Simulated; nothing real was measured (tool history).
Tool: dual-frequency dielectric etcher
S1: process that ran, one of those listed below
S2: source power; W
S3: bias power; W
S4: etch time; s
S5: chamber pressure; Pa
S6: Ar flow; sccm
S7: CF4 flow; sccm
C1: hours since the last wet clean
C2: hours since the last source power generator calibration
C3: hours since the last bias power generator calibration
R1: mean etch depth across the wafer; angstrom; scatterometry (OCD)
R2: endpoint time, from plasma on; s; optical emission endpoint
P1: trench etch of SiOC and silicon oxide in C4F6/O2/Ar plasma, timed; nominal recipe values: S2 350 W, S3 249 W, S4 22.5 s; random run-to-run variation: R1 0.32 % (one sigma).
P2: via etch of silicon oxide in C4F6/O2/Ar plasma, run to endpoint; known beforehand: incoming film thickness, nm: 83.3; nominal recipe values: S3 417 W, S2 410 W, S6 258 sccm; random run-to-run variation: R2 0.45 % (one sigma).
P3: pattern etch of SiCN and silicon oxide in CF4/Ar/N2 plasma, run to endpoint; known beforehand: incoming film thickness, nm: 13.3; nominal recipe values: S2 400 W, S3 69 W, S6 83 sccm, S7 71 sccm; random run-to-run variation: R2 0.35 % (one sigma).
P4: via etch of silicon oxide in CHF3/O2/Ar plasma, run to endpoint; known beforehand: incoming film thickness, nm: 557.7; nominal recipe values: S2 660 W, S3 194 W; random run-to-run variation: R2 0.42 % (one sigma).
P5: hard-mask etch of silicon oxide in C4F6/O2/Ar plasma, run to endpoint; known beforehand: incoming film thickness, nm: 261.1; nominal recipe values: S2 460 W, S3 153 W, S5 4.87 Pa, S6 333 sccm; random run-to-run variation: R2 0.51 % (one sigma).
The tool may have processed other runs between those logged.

run 1 day=0.596 | S1=P1 S2=350 S3=249 S4=22.5 | C1=262.8 C2=3807.2 C3=665.6 | R1=477.16
run 2 day=1.258 | S1=P1 S2=350 S3=249 S4=22.5 | C1=278.7 C2=3823.1 C3=681.5 | R1=477.52
run 3 day=1.738 | S1=P5 S2=460 S3=120 S5=4.87 S6=333 | C1=290.2 C2=3834.6 C3=693.0 | R2=93.515
run 4 day=2.154 | S1=P1 S2=350 S3=178 S4=22.5 | C1=300.2 C2=3844.6 C3=703.0 | R1=426.34
run 5 day=2.492 | S1=P3 S2=400 S3=69 S6=83 S7=96 | C1=308.3 C2=3852.7 C3=711.1 | R2=16.481
run 6 day=2.904 | S1=P1 S2=270 S3=249 S4=22.5 | C1=318.2 C2=3862.6 C3=721.0 | R1=432.37
run 7 day=3.404 | S1=P2 S2=410 S3=290 S6=258 | C1=330.2 C2=3874.6 C3=733.0 | R2=21.789
run 8 day=3.854 | S1=P5 S2=460 S3=153 S5=4.87 S6=422 | C1=341.0 C2=3885.4 C3=743.8 | R2=90.044
run 9 day=4.342 | S1=P1 S2=350 S3=249 S4=22.5 | C1=352.7 C2=3897.1 C3=755.5 | R1=477.11
run 10 day=4.658 | S1=P3 S2=400 S3=69 S6=83 S7=71 | C1=360.3 C2=3904.7 C3=763.1 | R2=17.146
run 11 day=5.188 | S1=P2 S2=410 S3=417 S6=160 | C1=373.0 C2=3917.4 C3=775.8 | R2=18.218
run 12 day=5.525 | S1=P1 S2=440 S3=347 S4=22.5 | C1=381.1 C2=3925.5 C3=783.9 | R1=583.39
run 13 day=6.046 | S1=P1 S2=350 S3=249 S4=22.5 | C1=393.6 C2=3938.0 C3=796.4 | R1=476.67
run 14 day=6.496 | S1=P1 S2=350 S3=339 S4=13.0 | C1=404.4 C2=3948.8 C3=807.2 | R1=309.07
run 15 day=6.904 | S1=P1 S2=350 S3=249 S4=30.0 | C1=414.2 C2=3958.6 C3=817.0 | R1=640.16
run 16 day=7.358 | S1=P5 S2=460 S3=153 S5=4.87 S6=333 | C1=425.1 C2=3969.5 C3=827.9 | R2=87.281
run 17 day=7.883 | S1=P5 S2=460 S3=153 S5=3.60 S6=333 | C1=437.7 C2=3982.1 C3=840.5 | R2=83.749
run 18 day=8.346 | S1=P3 S2=400 S3=69 S6=99 S7=71 | C1=448.8 C2=3993.2 C3=851.6 | R2=17.426
run 19 day=8.717 | S1=P2 S2=340 S3=417 S6=258 | C1=457.7 C2=4002.1 C3=860.5 | R2=20.741
run 20 day=9.183 | S1=P1 S2=490 S3=249 S4=22.5 | C1=468.9 C2=4013.3 C3=871.7 | R1=544.40
run 21 day=9.562 | S1=P3 S2=270 S3=69 S6=83 S7=71 | C1=478.0 C2=4022.4 C3=880.8 | R2=24.242
run 22 day=10.171 | S1=P1 S2=350 S3=249 S4=22.5 | C1=492.6 C2=4037.0 C3=895.4 | R1=478.46
run 23 day=10.854 | S1=P1 S2=350 S3=309 S4=22.5 | C1=509.0 C2=4053.4 C3=911.8 | R1=512.87
run 24 day=11.350 | S1=P5 S2=290 S3=153 S5=4.87 S6=333 | C1=520.9 C2=4065.3 C3=923.7 | R2=103.640
run 25 day=11.767 | S1=P4 S2=890 S3=194 | C1=530.9 C2=4075.3 C3=933.7 | R2=238.480
run 26 day=12.342 | S1=P1 S2=350 S3=316 S4=18.0 | C1=544.7 C2=4089.1 C3=947.5 | R1=414.77
run 27 day=12.662 | S1=P1 S2=350 S3=249 S4=16.0 | C1=552.4 C2=4096.8 C3=955.2 | R1=340.37
run 28 day=13.112 | S1=P3 S2=400 S3=88 S6=83 S7=71 | C1=563.2 C2=4107.6 C3=966.0 | R2=15.875
run 29 day=13.667 | S1=P4 S2=660 S3=194 | C1=576.5 C2=4120.9 C3=979.3 | R2=269.860
run 30 day=14.079 | S1=P1 S2=350 S3=249 S4=22.5 | C1=586.4 C2=4130.8 C3=989.2 | R1=477.41
run 31 day=14.717 | S1=P4 S2=660 S3=114 | C1=601.7 C2=4146.1 C3=1004.5 | R2=319.640
run 32 day=15.388 | S1=P2 S2=410 S3=417 S6=258 | C1=617.8 C2=4162.2 C3=1020.6 | R2=19.180
run 33 day=15.971 | S1=P1 S2=350 S3=249 S4=22.5 | C1=631.8 C2=4176.2 C3=1034.6 | R1=475.94
run 34 day=16.588 | S1=P1 S2=350 S3=249 S4=22.5 | C1=646.6 C2=4191.0 C3=1049.4 | R1=474.73
run 35 day=16.900 | S1=P1 S2=350 S3=249 S4=22.5 | C1=654.1 C2=4198.5 C3=1056.9 | R1=472.37
run 36 day=17.288 | S1=P1 S2=350 S3=249 S4=22.5 | C1=663.4 C2=4207.8 C3=1066.2 | R1=472.76
run 37 day=17.696 | S1=P1 S2=350 S3=249 S4=22.5 | C1=673.2 C2=4217.6 C3=1076.0 | R1=471.77
run 38 day=18.054 | S1=P1 S2=350 S3=249 S4=22.5 | C1=681.8 C2=4226.2 C3=1084.6 | R1=472.48
run 39 day=18.617 | S1=P1 S2=350 S3=249 S4=22.5 | C1=695.3 C2=4239.7 C3=1098.1 | R1=472.15
-- day=18.846 wet clean of the chamber
run 40 day=19.171 | S1=P1 S2=350 S3=249 S4=22.5 | C1=7.8 C2=4253.0 C3=1111.4 | R1=470.65
run 41 day=19.529 | S1=P1 S2=350 S3=249 S4=22.5 | C1=16.4 C2=4261.6 C3=1120.0 | R1=470.80
run 42 day=20.012 | S1=P1 S2=350 S3=249 S4=22.5 | C1=28.0 C2=4273.2 C3=1131.6 | R1=470.92
run 43 day=20.688 | S1=P1 S2=350 S3=249 S4=22.5 | C1=44.2 C2=4289.4 C3=1147.8 | R1=467.69
run 44 day=21.346 | S1=P1 S2=350 S3=249 S4=22.5 | C1=60.0 C2=4305.2 C3=1163.6 | R1=472.46

What P1 gives has crept off from where it sat before. The 2 causes that follow fit the log equally well, each at the size noted:
A: source power that arrives under what is set, % = 4.06
B: bias power that arrives under what is set, % = 4.55
The creep began at about day 15.971.
Excluded causes, each with its reason:
chamber walls in a state that lowers the etch rate, %: serviced at day 18.846, after the change had begun; the process did not return to its earlier output

Which of the check runs below tells the causes apart, meaning the causes would give it clearly different results? Each run uses 2 wafers whose results are averaged, and each result is shown as a question mark.
run check 1 day=22.004 | S1=P5 S2=460 S3=153 S5=4.87 S6=333 | R2=?
run check 2 day=22.004 | S1=P2 S2=410 S3=417 S6=258 | R2=?
run check 3 day=22.004 | S1=P4 S2=660 S3=194 | R2=?
run check 4 day=22.004 | S1=P3 S2=400 S3=69 S6=83 S7=71 | R2=?

Check results expected under each cause:
check=check_1 result=R2 if_A=88.588 if_B=88.374
check=check_2 result=R2 if_A=19.549 if_B=19.578
check=check_3 result=R2 if_A=273.660 if_B=273.630
check=check_4 result=R2 if_A=17.755 if_B=17.377
Per-check spread between the two closest causes, in the result where they differ most: check 1 0.24 %; check 2 0.15 %; check 3 0.01 %; check 4 2.15 %
Only check 4 tells the causes apart: in the others they would give nearly the same result.

Running check 4 produced the following: R2 17.725 s. Which one of the listed causes fits?

Of the candidate causes, it is A: source power that arrives under what is set, %.
